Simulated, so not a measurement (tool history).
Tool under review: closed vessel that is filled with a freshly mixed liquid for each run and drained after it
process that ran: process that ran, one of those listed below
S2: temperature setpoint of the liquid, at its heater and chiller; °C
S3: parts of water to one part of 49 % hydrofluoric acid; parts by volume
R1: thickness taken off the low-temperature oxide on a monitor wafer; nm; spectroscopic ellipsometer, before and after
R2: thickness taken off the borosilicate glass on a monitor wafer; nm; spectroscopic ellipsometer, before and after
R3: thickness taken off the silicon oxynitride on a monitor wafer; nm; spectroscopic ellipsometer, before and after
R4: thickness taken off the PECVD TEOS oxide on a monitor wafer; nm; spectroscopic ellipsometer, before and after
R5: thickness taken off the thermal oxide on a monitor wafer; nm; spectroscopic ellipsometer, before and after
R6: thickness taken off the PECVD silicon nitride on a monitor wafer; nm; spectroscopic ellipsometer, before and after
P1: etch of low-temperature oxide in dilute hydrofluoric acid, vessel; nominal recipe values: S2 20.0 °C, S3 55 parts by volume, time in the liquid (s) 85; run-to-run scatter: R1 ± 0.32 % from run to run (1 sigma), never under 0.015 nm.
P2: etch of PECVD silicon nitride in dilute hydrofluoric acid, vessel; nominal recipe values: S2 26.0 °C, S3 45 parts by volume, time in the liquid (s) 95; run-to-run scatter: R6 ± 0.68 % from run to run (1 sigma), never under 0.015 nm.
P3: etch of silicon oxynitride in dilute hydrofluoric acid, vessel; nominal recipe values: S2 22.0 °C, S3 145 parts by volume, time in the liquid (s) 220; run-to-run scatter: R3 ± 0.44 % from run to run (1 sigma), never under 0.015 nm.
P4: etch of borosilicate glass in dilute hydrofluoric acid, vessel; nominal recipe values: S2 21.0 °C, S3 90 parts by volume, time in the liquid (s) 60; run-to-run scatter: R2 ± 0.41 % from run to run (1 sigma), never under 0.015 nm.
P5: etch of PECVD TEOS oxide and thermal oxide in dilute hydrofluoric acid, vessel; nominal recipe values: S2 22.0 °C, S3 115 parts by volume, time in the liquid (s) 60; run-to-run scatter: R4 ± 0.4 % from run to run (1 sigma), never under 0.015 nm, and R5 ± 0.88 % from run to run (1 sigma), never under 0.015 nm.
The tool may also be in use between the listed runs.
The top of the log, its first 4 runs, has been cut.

run 5 day=2.142 | process_that_ran=P3 S2=22.0 S3=40 time_in_the_liquid_(s)=220 | R3=25.1760
run 6 day=2.667 | process_that_ran=P3 S2=22.0 S3=145 time_in_the_liquid_(s)=220 | R3=6.4534
run 7 day=3.058 | process_that_ran=P5 S2=22.0 S3=115 time_in_the_liquid_(s)=60 | R4=8.6379 R5=2.2490
run 8 day=3.371 | process_that_ran=P3 S2=22.0 S3=145 time_in_the_liquid_(s)=355 | R3=10.4100
run 9 day=3.979 | process_that_ran=P5 S2=22.0 S3=115 time_in_the_liquid_(s)=85 | R4=12.2530 R5=3.2411
run 10 day=4.588 | process_that_ran=P1 S2=20.0 S3=55 time_in_the_liquid_(s)=30 | R1=10.896
run 11 day=4.979 | process_that_ran=P1 S2=20.0 S3=55 time_in_the_liquid_(s)=85 | R1=30.849
run 12 day=5.400 | process_that_ran=P5 S2=17.0 S3=115 time_in_the_liquid_(s)=60 | R4=7.1037 R5=1.8303
run 13 day=5.933 | process_that_ran=P2 S2=22.0 S3=45 time_in_the_liquid_(s)=95 | R6=3.1351
run 14 day=6.467 | process_that_ran=P1 S2=20.0 S3=30 time_in_the_liquid_(s)=85 | R1=58.352
run 15 day=7.067 | process_that_ran=P2 S2=26.0 S3=45 time_in_the_liquid_(s)=40 | R6=1.7329
run 16 day=7.608 | process_that_ran=P1 S2=20.0 S3=85 time_in_the_liquid_(s)=85 | R1=19.241
run 17 day=8.042 | process_that_ran=P1 S2=20.0 S3=55 time_in_the_liquid_(s)=150 | R1=54.704
run 18 day=8.479 | process_that_ran=P4 S2=21.0 S3=90 time_in_the_liquid_(s)=120 | R2=28.9880
run 19 day=8.946 | process_that_ran=P3 S2=26.0 S3=145 time_in_the_liquid_(s)=220 | R3=7.7143
run 20 day=9.492 | process_that_ran=P2 S2=26.0 S3=30 time_in_the_liquid_(s)=95 | R6=6.2071
run 21 day=10.108 | process_that_ran=P4 S2=21.0 S3=90 time_in_the_liquid_(s)=60 | R2=14.5420
run 22 day=10.633 | process_that_ran=P4 S2=21.0 S3=150 time_in_the_liquid_(s)=60 | R2=8.1497
run 23 day=10.988 | process_that_ran=P1 S2=20.0 S3=55 time_in_the_liquid_(s)=85 | R1=31.116
run 24 day=11.567 | process_that_ran=P2 S2=26.0 S3=45 time_in_the_liquid_(s)=95 | R6=4.1039

Run 25 has not been measured yet. What should we expect?
run 25 day=11.867 | process_that_ran=P1 S2=20.0 S3=55 time_in_the_liquid_(s)=85 | R1=?

{"run 25": {"R1": 30.795}}
